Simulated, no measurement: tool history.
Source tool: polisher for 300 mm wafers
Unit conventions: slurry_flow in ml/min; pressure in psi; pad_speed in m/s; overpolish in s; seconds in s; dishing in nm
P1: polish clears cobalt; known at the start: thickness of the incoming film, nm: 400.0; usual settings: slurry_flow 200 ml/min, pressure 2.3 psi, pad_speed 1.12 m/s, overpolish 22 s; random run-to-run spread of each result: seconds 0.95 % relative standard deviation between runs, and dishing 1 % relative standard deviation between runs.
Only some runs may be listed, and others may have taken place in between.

Run 1, hour 4.7: slurry_flow 200 ml/min, pressure 2.3 psi, pad_speed 1.12 m/s, overpolish 22 s. Result: seconds 68.627 s, dishing 25.295 nm.
Run 2, hour 12.7: slurry_flow 200 ml/min, pressure 2.3 psi, pad_speed 1.12 m/s, overpolish 22 s. Result: seconds 70.717 s, dishing 25.597 nm.
Run 3, hour 18.9: slurry_flow 200 ml/min, pressure 2.3 psi, pad_speed 1.12 m/s, overpolish 22 s. Result: seconds 69.736 s, dishing 25.597 nm.
Run 4, hour 28.4: slurry_flow 200 ml/min, pressure 2.3 psi, pad_speed 1.12 m/s, overpolish 22 s. Result: seconds 71.187 s, dishing 25.79 nm.
At hour 32.2: slurry nozzle cleaned.
Run 5, hour 36.6: slurry_flow 200 ml/min, pressure 2.3 psi, pad_speed 1.12 m/s, overpolish 40 s. Result: seconds 70.447 s, dishing 25.326 nm.
Run 6, hour 41.7: slurry_flow 200 ml/min, pressure 3.1 psi, pad_speed 1.12 m/s, overpolish 10 s. Result: seconds 52.43 s, dishing 24.492 nm.
Run 7, hour 51.7: slurry_flow 120 ml/min, pressure 2.3 psi, pad_speed 1.12 m/s, overpolish 22 s. Result: seconds 76.88 s, dishing 25.831 nm.
Run 8, hour 59.5: slurry_flow 200 ml/min, pressure 2.3 psi, pad_speed 1.38 m/s, overpolish 10 s. Result: seconds 56.363 s, dishing 23.962 nm.
Run 9, hour 69: slurry_flow 200 ml/min, pressure 2.3 psi, pad_speed 0.5 m/s, overpolish 22 s. Result: seconds 157.59 s, dishing 23.655 nm.
Run 10, hour 77: slurry_flow 200 ml/min, pressure 2.3 psi, pad_speed 1.12 m/s, overpolish 22 s. Result: seconds 70.526 s, dishing 25.684 nm.
Run 11, hour 86.8: slurry_flow 200 ml/min, pressure 1.5 psi, pad_speed 1.12 m/s, overpolish 22 s. Result: seconds 105.7 s, dishing 25.345 nm.
Run 12, hour 97: slurry_flow 200 ml/min, pressure 2.3 psi, pad_speed 1.12 m/s, overpolish 22 s. Result: seconds 70.729 s, dishing 25.332 nm.
At hour 104.3: head pressure recalibrated.
Run 13, hour 104.4: slurry_flow 200 ml/min, pressure 2.3 psi, pad_speed 1.12 m/s, overpolish 7 s. Result: seconds 70.189 s, dishing 20.396 nm.
Run 14, hour 112.2: slurry_flow 260 ml/min, pressure 2.3 psi, pad_speed 1.12 m/s, overpolish 22 s. Result: seconds 68.085 s, dishing 25.447 nm.
Run 15, hour 119.4: slurry_flow 200 ml/min, pressure 2.3 psi, pad_speed 1.12 m/s, overpolish 22 s. Result: seconds 71.719 s, dishing 26.054 nm.

Estimate the outcome of run 16 from the log above:
Run 16, hour 124.4: slurry_flow 200 ml/min, pressure 3.5 psi, pad_speed 1.12 m/s, overpolish 22 s. Result: seconds ?, dishing ?.

seconds: 46.983 s
dishing: 25.557 nm

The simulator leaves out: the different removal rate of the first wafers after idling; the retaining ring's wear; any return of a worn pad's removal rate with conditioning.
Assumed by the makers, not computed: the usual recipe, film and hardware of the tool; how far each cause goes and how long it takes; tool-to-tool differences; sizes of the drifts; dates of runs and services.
